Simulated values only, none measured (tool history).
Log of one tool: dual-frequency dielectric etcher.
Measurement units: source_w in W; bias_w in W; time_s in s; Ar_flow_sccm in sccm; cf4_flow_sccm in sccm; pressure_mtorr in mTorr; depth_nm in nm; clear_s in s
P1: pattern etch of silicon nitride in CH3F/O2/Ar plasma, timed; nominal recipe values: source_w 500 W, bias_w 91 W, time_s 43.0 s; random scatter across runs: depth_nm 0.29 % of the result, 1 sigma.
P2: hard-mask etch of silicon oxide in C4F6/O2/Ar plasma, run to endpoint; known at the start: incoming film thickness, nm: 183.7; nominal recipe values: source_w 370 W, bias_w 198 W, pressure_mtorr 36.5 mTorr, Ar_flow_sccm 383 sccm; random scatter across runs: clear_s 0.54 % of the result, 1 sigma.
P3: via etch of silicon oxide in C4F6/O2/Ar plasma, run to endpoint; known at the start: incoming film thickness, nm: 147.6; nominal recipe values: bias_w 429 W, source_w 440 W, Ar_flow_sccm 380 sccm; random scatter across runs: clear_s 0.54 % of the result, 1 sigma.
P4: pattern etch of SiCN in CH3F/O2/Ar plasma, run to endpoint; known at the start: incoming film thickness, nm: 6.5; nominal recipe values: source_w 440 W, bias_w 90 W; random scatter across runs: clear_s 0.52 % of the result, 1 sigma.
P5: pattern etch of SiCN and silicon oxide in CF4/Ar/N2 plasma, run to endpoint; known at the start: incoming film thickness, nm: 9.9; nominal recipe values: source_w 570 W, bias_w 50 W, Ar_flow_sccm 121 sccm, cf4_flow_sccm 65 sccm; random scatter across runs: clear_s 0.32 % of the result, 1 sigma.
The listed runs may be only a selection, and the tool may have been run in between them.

run,day,process,source_w,bias_w,time_s,Ar_flow_sccm,cf4_flow_sccm,pressure_mtorr,hours since the last wet clean,hours since the last source power generator calibration,hours since the last bias power generator calibration,depth_nm,clear_s
1,0.242,P1,500,91,43.0,,,,169.2,1933.1,596.6,35.179,
2,0.483,P5,790,50,,121,65,,175.0,1938.9,602.4,,8.3848
3,0.754,P3,440,429,,380,,,181.5,1945.4,608.9,,34.3210
4,1.042,P3,440,294,,380,,,188.4,1952.3,615.8,,39.0430
5,1.379,P2,260,198,,383,,36.5,196.5,1960.4,623.9,,70.0440
6,1.800,P1,500,124,43.0,,,,206.6,1970.5,634.0,39.589,
7,2.317,P1,670,91,43.0,,,,219.0,1982.9,646.4,39.227,
8,2.546,P1,500,91,23.5,,,,224.5,1988.4,651.9,19.264,
9,2.979,P5,570,50,,121,80,,234.9,1998.8,662.3,,10.8030
10,3.450,P3,440,429,,258,,,246.2,2010.1,673.6,,32.8680
11,3.679,P1,500,91,43.0,,,,251.7,2015.6,679.1,35.214,
12,4.121,P2,370,198,,465,,36.5,262.3,2026.2,689.7,,62.4240
13,4.550,P4,440,118,,,,,272.6,2036.5,700.0,,14.0230
14,4.838,P4,440,90,,,,,279.5,2043.4,706.9,,15.5050
15,5.121,P3,350,429,,380,,,286.3,2050.2,713.7,,37.1670
16,5.396,P1,500,91,43.0,,,,292.9,2056.8,720.3,35.232,
17,5.688,P5,570,50,,82,65,,299.9,2063.8,727.3,,10.4560
18,6.121,P4,580,90,,,,,310.3,2074.2,737.7,,13.9180
19,6.588,P2,370,120,,383,,36.5,321.5,2085.4,748.9,,71.5500
20,7.025,P1,680,91,52.0,,,,332.0,2095.9,759.4,47.731,
21,7.379,P2,370,198,,383,,44.0,340.5,2104.4,767.9,,62.4370
22,7.654,P3,440,429,,380,,,347.1,2111.0,774.5,,34.1960
23,7.971,P1,340,91,43.0,,,,354.7,2118.6,782.1,30.428,

Run 24 has not been measured yet. What should we expect?
24,8.367,P5,570,50,,121,65,,364.2,2128.1,791.6,,?

clear_s: 11.2400 s
